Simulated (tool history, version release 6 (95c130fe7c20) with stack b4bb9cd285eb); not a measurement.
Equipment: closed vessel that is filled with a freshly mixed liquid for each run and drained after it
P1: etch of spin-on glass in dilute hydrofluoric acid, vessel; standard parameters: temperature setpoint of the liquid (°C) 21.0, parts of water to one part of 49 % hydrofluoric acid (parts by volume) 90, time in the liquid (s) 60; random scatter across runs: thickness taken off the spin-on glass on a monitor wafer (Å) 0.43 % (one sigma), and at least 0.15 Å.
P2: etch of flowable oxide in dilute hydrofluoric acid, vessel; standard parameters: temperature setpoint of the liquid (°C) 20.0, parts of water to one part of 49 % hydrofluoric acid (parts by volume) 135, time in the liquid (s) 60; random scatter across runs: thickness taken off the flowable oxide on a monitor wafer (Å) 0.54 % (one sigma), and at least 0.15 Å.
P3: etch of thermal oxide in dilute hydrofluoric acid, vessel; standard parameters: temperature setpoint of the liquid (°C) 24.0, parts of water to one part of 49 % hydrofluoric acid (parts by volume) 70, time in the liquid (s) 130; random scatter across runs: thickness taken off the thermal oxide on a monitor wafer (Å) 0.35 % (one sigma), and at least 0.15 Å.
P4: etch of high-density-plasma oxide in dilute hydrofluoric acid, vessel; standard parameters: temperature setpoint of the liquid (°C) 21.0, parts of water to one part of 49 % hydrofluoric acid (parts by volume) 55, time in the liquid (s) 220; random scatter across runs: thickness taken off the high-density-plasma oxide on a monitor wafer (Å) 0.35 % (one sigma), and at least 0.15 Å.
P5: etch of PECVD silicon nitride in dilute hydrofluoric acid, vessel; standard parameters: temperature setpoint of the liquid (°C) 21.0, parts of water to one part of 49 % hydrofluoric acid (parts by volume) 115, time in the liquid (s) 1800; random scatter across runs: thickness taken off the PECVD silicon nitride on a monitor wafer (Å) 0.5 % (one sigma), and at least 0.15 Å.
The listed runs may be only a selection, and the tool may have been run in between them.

run   hour  process that ran  temperature setpoint of the liquid (°C)  parts of water to one part of 49 % hydrofluoric acid (parts by volume)  time in the liquid (s)  thickness taken off the spin-on glass on a monitor wafer (Å)  thickness taken off the high-density-plasma oxide on a monitor wafer (Å)  thickness taken off the flowable oxide on a monitor wafer (Å)  thickness taken off the PECVD silicon nitride on a monitor wafer (Å)  thickness taken off the thermal oxide on a monitor wafer (Å)
  1   11.2                P1                                     21.0                                                                      90                      60                                                        345.47
  2   22.1                P1                                     17.5                                                                      90                      60                                                        295.37
  3   37.4                P1                                     21.0                                                                      90                      60                                                        340.87
  4   55.4                P1                                     21.0                                                                      90                      30                                                        171.14
  5   71.2                P4                                     21.0                                                                      55                     340                                                                                                                                  364.52
  6   87.4                P2                                     20.0                                                                     245                      60                                                                                                                                                                                                 83.718
  7  105.4                P2                                     20.0                                                                     135                     105                                                                                                                                                                                                293.600
  8  115.9                P1                                     21.0                                                                      25                      60                                                       1318.30
  9  128.6                P5                                     21.0                                                                     115                    1800                                                                                                                                                                                                                                                                       326.54
 10  138.1                P5                                     21.0                                                                     115                    1800                                                                                                                                                                                                                                                                       327.28
 11  146.7                P3                                     19.5                                                                      70                     130                                                                                                                                                                                                                                                                                                                                     76.247
 12  156.5                P5                                     21.0                                                                     115                    1000                                                                                                                                                                                                                                                                       182.68
 13  169.5                P4                                     21.0                                                                      80                     220                                                                                                                                  155.84
 14  179.0                P1                                     21.0                                                                     140                      60                                                        207.81
 15  192.3                P1                                     21.0                                                                      90                      60                                                        346.23
 16  203.7                P2                                     17.0                                                                     135                      60                                                                                                                                                                                                147.950
 17  219.0                P4                                     21.0                                                                      55                     220                                                                                                                                  235.59
 18  231.4                P1                                     21.0                                                                      90                      60                                                        338.75
 19  242.7                P3                                     24.0                                                                      25                     130                                                                                                                                                                                                                                                                                                                                    271.230
 20  255.4                P2                                     20.0                                                                     135                      60                                                                                                                                                                                                168.910
 21  271.0                P1                                     21.0                                                                      90                     115                                                        653.55
     282.3  -- hydrofluoric acid flow meter replaced
 22  288.3                P1                                     21.0                                                                      90                      60                                                        341.51
 23  296.3                P5                                     25.5                                                                     115                    1800                                                                                                                                                                                                                                                                       436.27
 24  305.6                P1                                     21.0                                                                      90                      60                                                        340.67
 25  315.1                P5                                     21.0                                                                     210                    1800                                                                                                                                                                                                                                                                       181.40
 26  326.5                P4                                     21.0                                                                      55                     220                                                                                                                                  234.60
 27  341.1                P4                                     28.0                                                                      55                     220                                                                                                                                  313.85

Estimate the outcome of run 28 from the log above:
 28  352.9                P3                                     24.0                                                                      70                     130                                                                                                                                                                                                                                                                                                                                          ?

thickness taken off the thermal oxide on a monitor wafer (Å): 91.057
